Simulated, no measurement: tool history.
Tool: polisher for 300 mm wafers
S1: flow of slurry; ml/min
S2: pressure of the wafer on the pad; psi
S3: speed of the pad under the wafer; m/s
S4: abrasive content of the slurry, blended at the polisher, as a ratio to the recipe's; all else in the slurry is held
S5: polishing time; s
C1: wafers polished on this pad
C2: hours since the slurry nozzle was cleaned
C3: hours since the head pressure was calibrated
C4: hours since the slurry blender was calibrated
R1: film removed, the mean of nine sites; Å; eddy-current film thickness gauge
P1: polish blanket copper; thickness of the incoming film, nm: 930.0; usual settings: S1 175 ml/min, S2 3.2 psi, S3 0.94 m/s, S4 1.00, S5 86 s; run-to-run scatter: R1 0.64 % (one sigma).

{"run": 1, "hour": 10.9, "S1": 175, "S2": 3.2, "S3": 0.94, "S4": 1.0, "S5": 86, "C1": 676, "C2": 256.6, "C3": 222.0, "C4": 298.4, "R1": 2562.2}
{"run": 2, "hour": 18.3, "S1": 270, "S2": 3.2, "S3": 0.94, "S4": 1.0, "S5": 86, "C1": 713, "C2": 264.0, "C3": 229.4, "C4": 305.8, "R1": 2720.3}
{"run": 3, "hour": 27.0, "S1": 240, "S2": 3.2, "S3": 0.94, "S4": 0.75, "S5": 86, "C1": 756, "C2": 272.7, "C3": 238.1, "C4": 314.5, "R1": 2532.1}
{"run": 4, "hour": 34.1, "S1": 175, "S2": 3.2, "S3": 0.94, "S4": 1.0, "S5": 126, "C1": 792, "C2": 279.8, "C3": 245.2, "C4": 321.6, "R1": 3710.6}
{"run": 5, "hour": 43.5, "S1": 175, "S2": 5.0, "S3": 0.94, "S4": 1.0, "S5": 86, "C1": 839, "C2": 289.2, "C3": 254.6, "C4": 331.0, "R1": 4041.9}
{"run": 6, "hour": 51.0, "S1": 175, "S2": 3.2, "S3": 0.94, "S4": 1.3, "S5": 86, "C1": 876, "C2": 296.7, "C3": 262.1, "C4": 338.5, "R1": 2728.7}
{"run": 7, "hour": 58.3, "S1": 175, "S2": 3.2, "S3": 0.72, "S4": 1.45, "S5": 86, "C1": 913, "C2": 304.0, "C3": 269.4, "C4": 345.8, "R1": 2135.1}
{"run": 8, "hour": 63.8, "S1": 175, "S2": 4.6, "S3": 0.94, "S4": 1.0, "S5": 51, "C1": 940, "C2": 309.5, "C3": 274.9, "C4": 351.3, "R1": 2210.2}
{"run": 9, "hour": 72.7, "S1": 175, "S2": 3.2, "S3": 0.94, "S4": 0.5, "S5": 86, "C1": 985, "C2": 318.4, "C3": 283.8, "C4": 360.2, "R1": 2198.2}
{"run": 10, "hour": 80.6, "S1": 175, "S2": 3.2, "S3": 0.94, "S4": 1.0, "S5": 86, "C1": 1024, "C2": 326.3, "C3": 291.7, "C4": 368.1, "R1": 2564.6}
{"run": 11, "hour": 91.5, "S1": 175, "S2": 1.5, "S3": 0.94, "S4": 1.0, "S5": 86, "C1": 1079, "C2": 337.2, "C3": 302.6, "C4": 379.0, "R1": 1209.8}
{"run": 12, "hour": 99.5, "S1": 175, "S2": 3.2, "S3": 0.66, "S4": 1.0, "S5": 86, "C1": 1119, "C2": 345.2, "C3": 310.6, "C4": 387.0, "R1": 1810.4}
{"run": 13, "hour": 107.2, "S1": 175, "S2": 3.2, "S3": 0.94, "S4": 1.0, "S5": 86, "C1": 1157, "C2": 352.9, "C3": 318.3, "C4": 394.7, "R1": 2574.3}
{"run": 14, "hour": 115.3, "S1": 175, "S2": 3.2, "S3": 0.94, "S4": 1.0, "S5": 86, "C1": 1198, "C2": 361.0, "C3": 326.4, "C4": 402.8, "R1": 2574.1}
{"run": 15, "hour": 122.1, "S1": 175, "S2": 3.2, "S3": 0.94, "S4": 1.0, "S5": 60, "C1": 1232, "C2": 367.8, "C3": 333.2, "C4": 409.6, "R1": 1756.4}
{"run": 16, "hour": 133.0, "S1": 175, "S2": 3.2, "S3": 0.94, "S4": 1.0, "S5": 86, "C1": 1286, "C2": 378.7, "C3": 344.1, "C4": 420.5, "R1": 2587.0}

Run 17 comes next. What will it give?
{"run": 17, "hour": 139.7, "S1": 125, "S2": 3.2, "S3": 0.94, "S4": 1.0, "S5": 86, "C1": 1319, "C2": 385.4, "C3": 350.8, "C4": 427.2, "R1": "?"}

R1: 2416.7 Å
